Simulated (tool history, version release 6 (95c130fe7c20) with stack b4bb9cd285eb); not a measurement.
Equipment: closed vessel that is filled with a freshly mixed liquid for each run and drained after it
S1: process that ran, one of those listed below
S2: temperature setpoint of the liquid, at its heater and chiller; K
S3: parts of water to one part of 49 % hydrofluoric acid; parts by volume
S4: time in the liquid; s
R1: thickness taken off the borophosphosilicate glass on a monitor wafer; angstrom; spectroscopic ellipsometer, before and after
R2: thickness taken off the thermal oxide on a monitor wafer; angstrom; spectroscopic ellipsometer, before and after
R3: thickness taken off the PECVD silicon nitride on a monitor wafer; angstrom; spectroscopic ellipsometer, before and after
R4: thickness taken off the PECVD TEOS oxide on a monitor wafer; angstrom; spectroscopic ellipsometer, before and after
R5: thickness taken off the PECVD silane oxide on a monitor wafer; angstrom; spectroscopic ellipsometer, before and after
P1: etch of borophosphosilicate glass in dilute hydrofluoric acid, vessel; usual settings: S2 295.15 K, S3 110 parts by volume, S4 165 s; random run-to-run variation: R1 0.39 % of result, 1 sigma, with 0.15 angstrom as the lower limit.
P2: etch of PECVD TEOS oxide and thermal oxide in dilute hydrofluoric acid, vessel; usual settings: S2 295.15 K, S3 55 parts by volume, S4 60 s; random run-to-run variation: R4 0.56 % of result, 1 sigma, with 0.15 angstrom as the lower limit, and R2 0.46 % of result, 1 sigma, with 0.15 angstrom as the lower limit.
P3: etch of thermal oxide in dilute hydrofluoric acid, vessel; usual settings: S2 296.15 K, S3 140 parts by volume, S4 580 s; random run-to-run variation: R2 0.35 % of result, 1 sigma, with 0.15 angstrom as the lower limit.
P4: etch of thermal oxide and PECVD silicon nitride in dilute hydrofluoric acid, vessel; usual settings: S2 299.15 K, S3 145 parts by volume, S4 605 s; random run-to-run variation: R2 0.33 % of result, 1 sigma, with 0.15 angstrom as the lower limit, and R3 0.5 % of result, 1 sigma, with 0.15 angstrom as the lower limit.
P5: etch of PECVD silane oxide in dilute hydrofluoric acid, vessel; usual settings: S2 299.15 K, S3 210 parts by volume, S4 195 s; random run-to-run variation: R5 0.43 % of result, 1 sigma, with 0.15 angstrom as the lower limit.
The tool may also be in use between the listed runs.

| run | day | S1 | S2 | S3 | S4 | R1 | R2 | R3 | R4 | R5 |
|---|---|---|---|---|---|---|---|---|---|---|
| 1 | 0.379 | P1 | 295.15 | 110 | 165 | 373.43 |  |  |  |  |
| 2 | 0.838 | P4 | 299.15 | 245 | 605 |  | 105.35 | 112.72 |  |  |
| 3 | 1.108 | P2 | 291.15 | 55 | 60 |  | 42.868 |  | 233.94 |  |
| 4 | 1.604 | P1 | 295.15 | 110 | 165 | 374.52 |  |  |  |  |
| 5 | 1.883 | P5 | 299.15 | 325 | 195 |  |  |  |  | 256.31 |
| 6 | 2.329 | P2 | 295.15 | 55 | 60 |  | 50.921 |  | 275.57 |  |
| 7 | 2.771 | P3 | 296.15 | 140 | 80 |  | 25.138 |  |  |  |
| 8 | 3.042 | P4 | 299.15 | 145 | 885 |  | 292.18 | 274.68 |  |  |
| 9 | 3.267 | P2 | 295.15 | 20 | 60 |  | 146.77 |  | 797.24 |  |
| 10 | 3.679 | P5 | 299.15 | 210 | 360 |  |  |  |  | 825.22 |
| 11 | 3.942 | P3 | 296.15 | 140 | 580 |  | 182.5 |  |  |  |
| 12 | 4.429 | P1 | 295.15 | 110 | 165 | 376.35 |  |  |  |  |
| 13 | 4.683 | P2 | 295.15 | 55 | 95 |  | 79.83 |  | 436.04 |  |
| 14 | 5.188 | P5 | 299.15 | 210 | 195 |  |  |  |  | 449.74 |
| 15 | 5.579 | P4 | 299.15 | 145 | 605 |  | 200.61 | 188.67 |  |  |
| 16 | 5.821 | P5 | 299.15 | 210 | 195 |  |  |  |  | 447.3 |
| 17 | 6.175 | P1 | 295.15 | 110 | 165 | 376.46 |  |  |  |  |
| 18 | 6.512 | P1 | 295.15 | 110 | 165 | 374.36 |  |  |  |  |
| 19 | 6.9 | P4 | 292.15 | 145 | 605 |  | 152.69 | 118.18 |  |  |
| 20 | 7.408 | P5 | 293.65 | 210 | 195 |  |  |  |  | 365.55 |
| 21 | 7.65 | P1 | 298.65 | 45 | 165 | 1145.7 |  |  |  |  |
| 22 | 8.067 | P1 | 290.15 | 110 | 165 | 307.03 |  |  |  |  |
| 23 | 8.308 | P3 | 296.15 | 140 | 580 |  | 182.84 |  |  |  |
| 24 | 8.762 | P1 | 295.15 | 110 | 300 | 682.7 |  |  |  |  |
| 25 | 9.146 | P1 | 295.15 | 45 | 250 | 1496.2 |  |  |  |  |
| 26 | 9.542 | P1 | 295.15 | 200 | 165 | 186.35 |  |  |  |  |
| 27 | 9.917 | P1 | 295.15 | 55 | 165 | 797.28 |  |  |  |  |
| 28 | 10.279 | P1 | 299.15 | 110 | 165 | 437.9 |  |  |  |  |
| 29 | 10.675 | P2 | 295.15 | 55 | 60 |  | 50.503 |  | 277.24 |  |
| 30 | 10.896 | P4 | 299.15 | 145 | 605 |  | 199.33 | 187.22 |  |  |
| 31 | 11.396 | P3 | 296.15 | 60 | 580 |  | 467.73 |  |  |  |
| 32 | 11.617 | P1 | 295.15 | 110 | 40 | 90.954 |  |  |  |  |
| 33 | 11.85 | P3 | 290.15 | 140 | 580 |  | 143.55 |  |  |  |
| 34 | 12.142 | P1 | 295.15 | 110 | 165 | 373.82 |  |  |  |  |
| 35 | 12.554 | P1 | 295.15 | 110 | 165 | 364.25 |  |  |  |  |
| 36 | 12.775 | P1 | 295.15 | 110 | 165 | 361.33 |  |  |  |  |
| 37 | 13.067 | P1 | 295.15 | 110 | 165 | 359.45 |  |  |  |  |
| 38 | 13.512 | P1 | 295.15 | 110 | 165 | 354.83 |  |  |  |  |
| 39 | 13.883 | P1 | 295.15 | 110 | 165 | 356.41 |  |  |  |  |
| 40 | 14.333 | P1 | 295.15 | 110 | 165 | 355.74 |  |  |  |  |
| 41 | 14.629 | P1 | 295.15 | 110 | 165 | 357.01 |  |  |  |  |
| 42 | 14.983 | P1 | 295.15 | 110 | 165 | 355.97 |  |  |  |  |

P1 has crept away from where it was. The log is fitted equally well by each of these 2 causes, at the sizes shown:
A: liquid colder than its thermometer reads (K) = 1.42
B: hydrofluoric acid flow below the setpoint (%) = 4.91
Creep in the process output first set in at about day 12.142.

4 check runs are offered, one wafer each, their results left as question marks. Which one tells the causes apart?
| check 1 | 15.338 | P4 | 299.15 | 240 | 605 |  | ? | ? |  |  |
| check 2 | 15.338 | P3 | 296.15 | 70 | 205 |  | ? |  |  |  |
| check 3 | 15.338 | P2 | 291.65 | 30 | 60 |  | ? |  | ? |  |
| check 4 | 15.338 | P5 | 294.65 | 210 | 340 |  |  |  |  | ? |

Expected result of each check under each candidate cause:
| check | result | if A | if B |
|---|---|---|---|
| check 1 | R2 | 103 | 101.65 |
| check 1 | R3 | 104.17 | 108.09 |
| check 2 | R2 | 132.33 | 132.8 |
| check 3 | R2 | 77.633 | 78.417 |
| check 3 | R4 | 424.02 | 428.3 |
| check 4 | R5 | 625.59 | 621.15 |
Gap, in per cent, between the two causes that each check separates least, read from the result that separates them most: check 1 3.7 %; check 2 0.36 %; check 3 1 %; check 4 0.71 %
The other checks would show nearly matching results whichever cause is true, so check 1 is the only one that separates the causes.

With check 1 done, the readings were: R2 100.97 angstrom; R3 107.68 angstrom. Identify which of the listed causes applies.

Of the candidate causes, it is B: hydrofluoric acid flow below the setpoint (%).
